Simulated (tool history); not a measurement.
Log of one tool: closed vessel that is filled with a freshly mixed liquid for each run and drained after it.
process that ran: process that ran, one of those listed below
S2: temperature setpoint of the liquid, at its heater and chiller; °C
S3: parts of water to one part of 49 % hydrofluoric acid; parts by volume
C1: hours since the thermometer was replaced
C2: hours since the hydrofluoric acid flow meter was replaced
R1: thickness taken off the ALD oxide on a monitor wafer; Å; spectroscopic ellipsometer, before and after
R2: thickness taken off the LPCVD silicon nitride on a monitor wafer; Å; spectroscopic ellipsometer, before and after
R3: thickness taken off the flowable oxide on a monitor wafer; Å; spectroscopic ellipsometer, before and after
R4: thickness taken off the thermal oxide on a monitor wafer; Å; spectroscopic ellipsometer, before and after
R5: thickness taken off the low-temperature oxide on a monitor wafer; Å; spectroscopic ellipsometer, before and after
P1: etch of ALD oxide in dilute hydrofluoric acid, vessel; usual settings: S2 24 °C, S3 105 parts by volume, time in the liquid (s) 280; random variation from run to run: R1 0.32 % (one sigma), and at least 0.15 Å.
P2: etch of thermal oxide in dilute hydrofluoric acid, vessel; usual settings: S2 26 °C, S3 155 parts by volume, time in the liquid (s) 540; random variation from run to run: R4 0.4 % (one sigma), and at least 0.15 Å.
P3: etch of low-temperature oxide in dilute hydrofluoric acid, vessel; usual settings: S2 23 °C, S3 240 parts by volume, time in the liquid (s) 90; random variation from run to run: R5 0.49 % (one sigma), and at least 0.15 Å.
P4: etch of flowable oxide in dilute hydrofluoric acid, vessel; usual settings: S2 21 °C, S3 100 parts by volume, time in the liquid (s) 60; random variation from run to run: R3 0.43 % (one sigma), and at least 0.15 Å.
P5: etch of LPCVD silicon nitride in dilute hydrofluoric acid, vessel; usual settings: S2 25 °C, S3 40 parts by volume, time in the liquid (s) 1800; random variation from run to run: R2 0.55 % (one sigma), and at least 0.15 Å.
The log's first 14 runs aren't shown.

At day 6.158: hydrofluoric acid flow meter replaced.
Run 15, day 6.208: process that ran P1, S2 24 °C, S3 105 parts by volume, time in the liquid (s) 280; C1 694.9; C2 1.3. Result: R1 349.8 Å.
Run 16, day 6.646: process that ran P3, S2 23 °C, S3 240 parts by volume, time in the liquid (s) 90; C1 705.4; C2 11.8. Result: R5 64.11 Å.
Run 17, day 6.917: process that ran P1, S2 24 °C, S3 105 parts by volume, time in the liquid (s) 280; C1 711.9; C2 18.3. Result: R1 349.04 Å.
Run 18, day 7.438: process that ran P2, S2 26 °C, S3 80 parts by volume, time in the liquid (s) 540; C1 724.4; C2 30.8. Result: R4 360.18 Å.
Run 19, day 7.888: process that ran P5, S2 25 °C, S3 40 parts by volume, time in the liquid (s) 1800; C1 735.2; C2 41.6. Result: R2 251.6 Å.
Run 20, day 8.146: process that ran P3, S2 23 °C, S3 240 parts by volume, time in the liquid (s) 145; C1 741.4; C2 47.8. Result: R5 104.29 Å.
Run 21, day 8.479: process that ran P5, S2 25 °C, S3 40 parts by volume, time in the liquid (s) 1800; C1 749.4; C2 55.8. Result: R2 249.25 Å.
Run 22, day 8.875: process that ran P2, S2 26 °C, S3 155 parts by volume, time in the liquid (s) 250; C1 758.9; C2 65.3. Result: R4 78.995 Å.

Forecast run 23:
Run 23, day 9.142: process that ran P4, S2 17 °C, S3 100 parts by volume, time in the liquid (s) 60; C1 765.3; C2 71.7. Result: R3 ?.

R3: 145.9 Å

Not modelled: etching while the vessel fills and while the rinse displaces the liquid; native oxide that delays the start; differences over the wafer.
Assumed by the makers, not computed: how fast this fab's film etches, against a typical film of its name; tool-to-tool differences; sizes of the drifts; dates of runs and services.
